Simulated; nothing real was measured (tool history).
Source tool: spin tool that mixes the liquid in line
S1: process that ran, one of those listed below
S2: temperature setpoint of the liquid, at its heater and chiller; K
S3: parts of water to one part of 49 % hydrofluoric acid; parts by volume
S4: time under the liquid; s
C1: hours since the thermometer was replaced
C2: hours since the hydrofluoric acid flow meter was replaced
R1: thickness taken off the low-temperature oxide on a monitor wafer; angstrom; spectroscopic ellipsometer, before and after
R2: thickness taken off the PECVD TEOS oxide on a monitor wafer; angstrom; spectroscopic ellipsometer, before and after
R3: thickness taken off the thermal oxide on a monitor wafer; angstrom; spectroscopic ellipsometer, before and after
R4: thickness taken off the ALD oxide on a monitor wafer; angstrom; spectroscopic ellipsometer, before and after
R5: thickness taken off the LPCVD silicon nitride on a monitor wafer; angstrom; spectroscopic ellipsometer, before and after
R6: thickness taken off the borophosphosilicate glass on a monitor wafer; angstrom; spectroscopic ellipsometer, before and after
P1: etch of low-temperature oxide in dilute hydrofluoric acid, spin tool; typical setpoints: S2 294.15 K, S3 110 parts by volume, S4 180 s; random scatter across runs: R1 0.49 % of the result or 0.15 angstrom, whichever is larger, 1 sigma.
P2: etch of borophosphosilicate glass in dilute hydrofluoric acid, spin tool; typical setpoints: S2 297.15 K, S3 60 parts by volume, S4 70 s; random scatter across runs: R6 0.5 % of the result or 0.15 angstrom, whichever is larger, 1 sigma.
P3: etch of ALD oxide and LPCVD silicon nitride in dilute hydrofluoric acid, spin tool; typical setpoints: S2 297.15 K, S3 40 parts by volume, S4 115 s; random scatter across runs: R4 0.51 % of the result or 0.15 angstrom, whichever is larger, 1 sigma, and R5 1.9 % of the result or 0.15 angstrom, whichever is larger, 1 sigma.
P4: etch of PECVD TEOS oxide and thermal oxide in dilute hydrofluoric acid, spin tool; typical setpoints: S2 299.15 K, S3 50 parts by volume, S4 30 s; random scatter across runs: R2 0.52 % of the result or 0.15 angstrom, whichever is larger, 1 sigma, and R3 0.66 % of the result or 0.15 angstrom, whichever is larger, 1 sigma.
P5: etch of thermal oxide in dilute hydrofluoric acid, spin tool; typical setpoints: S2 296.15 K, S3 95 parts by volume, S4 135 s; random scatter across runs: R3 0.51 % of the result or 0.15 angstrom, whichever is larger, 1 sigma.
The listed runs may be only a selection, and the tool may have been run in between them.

run    day  S1      S2   S3   S4      C1      C2       R1       R2       R3      R4       R5      R6
  1  0.092  P1  294.15  110  180  1465.7  1352.8  234.710
  2  0.188  P4  299.15   50   15  1468.0  1355.1            86.259   16.021
  3  0.317  P1  294.15  110  180  1471.1  1358.2  232.490
  4  0.496  P1  294.15  110  180  1475.4  1362.5  233.130
  5  0.621  P1  299.15  110   90  1478.4  1365.5  143.870
  6  0.788  P3  297.15   40   55  1482.4  1369.5                             199.97   6.7342
  7  0.888  P5  296.15   95  135  1484.8  1371.9                     66.428
  8  1.000  P4  294.15   50   30  1487.5  1374.6           140.810   26.073
  9  1.104  P3  297.15   75  115  1490.0  1377.1                             212.78   7.6657
 10  1.196  P4  299.15   50   30  1492.2  1379.3           173.910   32.562
 11  1.283  P5  296.15   95  135  1494.3  1381.4                     66.341
 12  1.458  P2  297.15   60   70  1498.5  1385.6                                              429.28
 13  1.575  P5  296.15   50  135  1501.3  1388.4                    133.990
 14  1.671  P3  297.15   40  115  1503.6  1390.7                             417.30  13.5890
 15  1.754  P3  297.15   40  115  1505.6  1392.7                             416.94  13.6310
 16  1.892  P5  290.15   95  135  1508.9  1396.0                     51.732
 17  2.029  P1  294.15  110  345  1512.2  1399.3  450.060
 18  2.142  P1  294.15  110  180  1514.9  1402.0  237.090
 19  2.283  P1  294.15   40  180  1518.3  1405.4  697.160
 20  2.442  P1  298.65  110   15  1522.1  1409.2   23.547
 21  2.525  P5  296.15   95   75  1524.1  1411.2                     36.616
 22  2.646  P2  297.15   60   20  1527.0  1414.1                                              121.83
 23  2.808  P2  297.15  110   70  1530.9  1418.0                                              218.88
 24  2.904  P4  299.15   90   30  1533.2  1420.3            91.714   16.977
 25  3.004  P1  290.15  110  180  1535.6  1422.7  197.880
 26  3.100  P2  292.15   60   70  1537.9  1425.0                                              344.97
 27  3.271  P3  292.65   40  115  1542.0  1429.1                             345.25  10.4840
 28  3.350  P1  301.15  110  180  1543.9  1431.0  307.540
 29  3.479  P1  294.15  110  180  1547.0  1434.1  232.590
 30  3.621  P1  294.15  110   35  1550.4  1437.5   45.295
 31  3.783  P1  294.15  190  180  1554.3  1441.4  125.130
 32  3.917  P1  294.15  110  180  1557.5  1444.6  235.450
 33  4.025  P1  294.15  110  180  1560.1  1447.2  227.980
 34  4.125  P1  294.15  110  180  1562.5  1449.6  224.110
 35  4.258  P1  294.15  110  180  1565.7  1452.8  218.390
 36  4.421  P1  294.15  110  180  1569.6  1456.7  216.420
 37  4.542  P1  294.15  110  180  1572.5  1459.6  214.390
 38  4.633  P1  294.15  110  180  1574.7  1461.8  213.770
 39  4.754  P1  294.15  110  180  1577.6  1464.7  212.960
 40  4.883  P1  294.15  110  180  1580.7  1467.8  214.350

Something has made what P1 gives creep away from where it was; the 2 causes below, each at its own stated size, fit the log equally well:
A: liquid colder than its thermometer reads (K) = 2.23
B: hydrofluoric acid flow below the setpoint (%) = 7.74
Onset of the creep was near day 3.917.

Which of the 4 check runs listed below, each an average over 5 wafers with its results shown as question marks, gives clearly different results under the different listed causes?
check 1  5.012  P2  297.15  60   70                               ?
check 2  5.012  P4  299.15  50   30               ?   ?
check 3  5.012  P3  297.15  40  115                       ?   ?
check 4  5.012  P5  296.15  95  135                   ?

Expected result of each check under each candidate cause:
  check  result     if A     if B
check 1      R6   389.88   391.77
check 2      R2  158.420  159.190
check 2      R3   29.508   29.651
check 3      R4   378.99   382.10
check 3      R5  11.8530  12.7600
check 4      R3   60.603   60.617
Minimum pairwise separation of causes per check, each pair taken at its best-separating result: check 1 0.48 %; check 2 0.48 %; check 3 7.37 %; check 4 0.02 %
The causes can be told apart only by check 3. The other checks would give nearly the same results under each of them.

Check 3 was carried out, with these results: R4 382.21 angstrom; R5 12.8410 angstrom. Which of the listed causes is responsible?

B is the cause: hydrofluoric acid flow below the setpoint (%).
